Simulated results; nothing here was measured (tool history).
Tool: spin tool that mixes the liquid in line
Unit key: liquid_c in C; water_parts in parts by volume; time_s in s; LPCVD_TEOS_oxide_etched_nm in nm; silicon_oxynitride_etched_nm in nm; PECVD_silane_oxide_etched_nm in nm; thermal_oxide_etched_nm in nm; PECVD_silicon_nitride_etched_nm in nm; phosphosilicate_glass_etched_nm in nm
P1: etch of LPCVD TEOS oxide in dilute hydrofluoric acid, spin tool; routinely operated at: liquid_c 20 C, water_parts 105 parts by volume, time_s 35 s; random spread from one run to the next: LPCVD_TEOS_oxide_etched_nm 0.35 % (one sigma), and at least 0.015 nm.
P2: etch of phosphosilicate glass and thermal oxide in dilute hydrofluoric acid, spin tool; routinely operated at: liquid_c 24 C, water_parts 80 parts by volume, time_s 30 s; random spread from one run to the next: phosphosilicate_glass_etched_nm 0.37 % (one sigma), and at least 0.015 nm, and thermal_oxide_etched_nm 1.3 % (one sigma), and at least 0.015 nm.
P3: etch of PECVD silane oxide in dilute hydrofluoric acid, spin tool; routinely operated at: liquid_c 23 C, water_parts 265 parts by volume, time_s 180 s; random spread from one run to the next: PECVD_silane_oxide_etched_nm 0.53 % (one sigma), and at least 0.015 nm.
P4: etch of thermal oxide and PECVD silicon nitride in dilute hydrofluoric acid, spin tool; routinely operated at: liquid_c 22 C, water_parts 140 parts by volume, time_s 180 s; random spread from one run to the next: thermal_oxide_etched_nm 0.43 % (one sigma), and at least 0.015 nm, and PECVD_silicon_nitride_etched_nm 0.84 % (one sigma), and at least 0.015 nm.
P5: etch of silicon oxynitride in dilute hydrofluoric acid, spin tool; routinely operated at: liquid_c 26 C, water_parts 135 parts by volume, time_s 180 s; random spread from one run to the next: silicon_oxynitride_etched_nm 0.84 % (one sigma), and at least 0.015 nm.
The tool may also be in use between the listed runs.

run,day,process,liquid_c,water_parts,time_s,LPCVD_TEOS_oxide_etched_nm,silicon_oxynitride_etched_nm,PECVD_silane_oxide_etched_nm,thermal_oxide_etched_nm,PECVD_silicon_nitride_etched_nm,phosphosilicate_glass_etched_nm
1,0.533,P1,20,105,35,7.7518,,,,,
2,1.058,P5,32,135,180,,3.5706,,,,
3,1.575,P1,20,105,15,3.2979,,,,,
4,1.979,P1,27.5,105,35,10.46,,,,,
5,2.371,P3,23,265,305,,,18.002,,,
6,2.942,P1,20,105,35,7.7911,,,,,
7,3.542,P4,17,140,180,,,,4.1669,1.8551,
8,3.933,P3,23,265,180,,,10.646,,,
9,4.317,P2,24,80,30,,,,1.792,,57.515
10,4.608,P5,26,135,180,,2.7791,,,,
11,4.954,P2,18,80,30,,,,1.4025,,45.098
12,5.417,P1,20,155,35,4.958,,,,,
13,5.888,P2,24,80,30,,,,1.8322,,58.232
14,6.4,P4,22,25,180,,,,32.436,13.927,
15,6.883,P3,17.5,265,180,,,8.7284,,,
16,7.4,P1,27.5,105,20,6.0054,,,,,
17,7.733,P2,24,130,30,,,,1.0504,,33.568
18,8.054,P1,17,105,35,6.9348,,,,,
19,8.629,P1,20,105,35,7.7239,,,,,
20,9.088,P3,23,50,180,,,71.106,,,
21,9.404,P1,20,105,65,14.439,,,,,
# day 9.846: hydrofluoric acid flow meter replaced
22,9.925,P1,23.5,50,35,20.198,,,,,
23,10.267,P1,20,60,35,14.39,,,,,
24,10.554,P1,17,105,15,2.922,,,,,
25,11.129,P4,22,140,180,,,,5.0608,2.6322,
26,11.454,P5,26,35,180,,11.785,,,,
27,12.117,P2,24,80,15,,,,0.87817,,29.17
28,12.554,P1,20,105,35,7.767,,,,,
29,13.012,P5,26,135,25,,0.38488,,,,
30,13.588,P4,22,140,40,,,,1.1501,0.57567,
31,14.104,P1,20,105,35,7.7844,,,,,
32,14.7,P1,20,105,35,7.6207,,,,,
33,15.029,P1,20,105,35,7.4991,,,,,
34,15.567,P1,20,105,35,7.4489,,,,,
35,16.133,P1,20,105,35,7.412,,,,,
36,16.683,P1,20,105,35,7.3854,,,,,
37,16.996,P1,20,105,35,7.3779,,,,,
38,17.529,P1,20,105,35,7.2971,,,,,
39,18.175,P1,20,105,35,7.3712,,,,,
40,18.729,P1,20,105,35,7.2735,,,,,
41,19.012,P1,20,105,35,7.3381,,,,,
42,19.571,P1,20,105,35,7.2805,,,,,

What P1 gives has crept off from where it sat before. The 2 causes that follow fit the log equally well, each at the size noted:
A: hydrofluoric acid flow below the setpoint (%) = 5.34
B: liquid colder than its thermometer reads (K) = 1.49
The creep began at about day 14.104.

4 check runs are offered, each on 2 wafers whose results are averaged, their results left as question marks. Which one tells the causes apart?
check 1,20.129,P4,22,30,180,,,,?,?,
check 2,20.129,P5,32,40,180,,?,,,,
check 3,20.129,P2,24,115,15,,,,?,,?
check 4,20.129,P3,23,80,180,,,?,,,

Check results expected under each cause:
check,result,if A,if B
check 1,thermal_oxide_etched_nm,25.395,25.227
check 1,PECVD_silicon_nitride_etched_nm,11.075,10.528
check 2,silicon_oxynitride_etched_nm,12.721,12.57
check 3,thermal_oxide_etched_nm,0.55893,0.56109
check 3,phosphosilicate_glass_etched_nm,18.155,18.225
check 4,PECVD_silane_oxide_etched_nm,40.479,40.462
Separation of the two closest causes in each check, using whichever result separates them best: check 1 5.06 %; check 2 1.19 %; check 3 0.39 %; check 4 0.04 %
The other checks would show nearly matching results whichever cause is true, so check 1 is the only one that separates the causes.

Check 1 was then run and gave: thermal_oxide_etched_nm 25.175 nm; PECVD_silicon_nitride_etched_nm 10.429 nm. Which cause is it?

B is the cause: liquid colder than its thermometer reads (K).
